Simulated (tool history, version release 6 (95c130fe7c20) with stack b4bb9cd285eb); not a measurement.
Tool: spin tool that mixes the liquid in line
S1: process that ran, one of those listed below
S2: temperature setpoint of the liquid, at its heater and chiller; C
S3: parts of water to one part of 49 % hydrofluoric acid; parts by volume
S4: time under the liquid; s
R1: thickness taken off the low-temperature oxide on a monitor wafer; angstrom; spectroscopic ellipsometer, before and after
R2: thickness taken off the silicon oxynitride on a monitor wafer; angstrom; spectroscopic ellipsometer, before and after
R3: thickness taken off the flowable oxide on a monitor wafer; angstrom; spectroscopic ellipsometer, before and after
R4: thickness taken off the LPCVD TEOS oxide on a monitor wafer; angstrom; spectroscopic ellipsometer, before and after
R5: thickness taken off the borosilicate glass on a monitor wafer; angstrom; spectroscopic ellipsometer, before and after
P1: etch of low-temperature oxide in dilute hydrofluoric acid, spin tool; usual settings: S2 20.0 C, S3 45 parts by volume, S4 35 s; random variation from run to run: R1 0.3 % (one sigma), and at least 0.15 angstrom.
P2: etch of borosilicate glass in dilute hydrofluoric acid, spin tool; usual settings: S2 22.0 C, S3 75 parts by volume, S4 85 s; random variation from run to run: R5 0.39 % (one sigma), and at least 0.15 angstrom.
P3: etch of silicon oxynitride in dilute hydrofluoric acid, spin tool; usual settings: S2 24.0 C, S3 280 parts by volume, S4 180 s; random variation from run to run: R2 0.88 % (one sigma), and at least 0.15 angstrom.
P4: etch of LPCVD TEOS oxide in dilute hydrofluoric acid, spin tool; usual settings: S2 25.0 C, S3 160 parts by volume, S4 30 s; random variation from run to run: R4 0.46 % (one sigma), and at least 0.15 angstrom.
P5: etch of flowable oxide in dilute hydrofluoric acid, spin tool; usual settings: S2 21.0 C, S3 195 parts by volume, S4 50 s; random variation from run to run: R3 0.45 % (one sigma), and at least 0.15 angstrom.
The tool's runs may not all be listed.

run   hour  S1    S2   S3   S4       R1       R2       R3       R4       R5
  1    3.6  P1  20.0   45   35  118.130
  2    8.5  P1  20.0   45   15   50.517
  3   13.0  P3  24.0  280   20            2.6484
  4   17.8  P5  21.0   45   50                    395.480
  5   22.2  P4  29.5  160   30                              87.386
  6   25.8  P1  20.0   65   35   79.672
  7   30.4  P4  25.0  160   30                              73.946
  8   35.2  P5  26.0  195   50                     91.915
  9   38.4  P2  17.0   75   85                                       473.60
 10   42.4  P1  20.0   45   35  117.630
 11   45.5  P1  20.0   45   35  118.220
 12   49.9  P2  22.0   35   85                                      1318.10
 13   54.3  P1  20.0   45   35  118.150
 14   58.1  P4  25.0  160   30                              74.058
 15   62.0  P5  21.0  195  100                    154.350
 16   66.5  P1  20.0   20   35  274.030
 17   71.5  P1  20.0   75   60  117.630
 18   75.9  P4  25.0  160   55                             135.960
 19   79.1  P1  20.0   45   55  184.860
 20   83.4  P1  26.0   45   35  152.060
 21   88.9  P5  21.0  195   50                     76.865
 22   92.7  P4  25.0  295   30                              34.736
 23   96.1  P1  20.0   45   35  117.550
      97.4  -- hydrofluoric acid flow meter replaced
 24   99.0  P1  17.0   45   35  103.140
 25  103.2  P2  22.0   75   15                                       103.61
 26  108.0  P3  24.0  280  180           26.2770
 27  112.3  P3  19.5  280  180           21.7220
 28  118.3  P2  22.0   75   85                                       579.57
 29  123.4  P3  24.0  165  180           48.5970
 30  128.1  P1  20.0   45   35  117.980
 31  132.0  P1  20.0   45   35  122.650
 32  136.4  P1  20.0   45   35  125.530
 33  139.0  P1  20.0   45   35  126.810
 34  143.2  P1  20.0   45   35  127.510
 35  148.4  P1  20.0   45   35  127.870
 36  154.0  P1  20.0   45   35  129.160

What P1 gives has crept away from where it was. These 2 causes fit the log equally well, each at the size given:
A: hydrofluoric acid flow above the setpoint (%) = 8.53
B: liquid hotter than its thermometer reads (K) = 2.04
The creep began at about hour 128.1.

4 check runs are offered, each on 2 wafers whose results are averaged, their results left as question marks. Which one tells the causes apart?
check 1  159.6  P4  25.0  290  30               ?
check 2  159.6  P3  24.0  170  40       ?
check 3  159.6  P5  21.0   55  50           ?
check 4  159.6  P2  22.0   45  15                   ?

What each check would give under each cause:
  check  result     if A     if B
check 1      R4   39.429   38.056
check 2      R2  11.5960  11.5880
check 3      R3  346.510  345.770
check 4      R5   194.42   194.13
How far apart the two closest causes lie, in the result that separates them most: check 1 3.54 %; check 2 0.07 %; check 3 0.21 %; check 4 0.15 %
Check 1 tells the causes apart: in the others they would give nearly the same result.

Then check 1 was run and gave: R4 37.897 angstrom. Which cause is it?

It is B: liquid hotter than its thermometer reads (K).
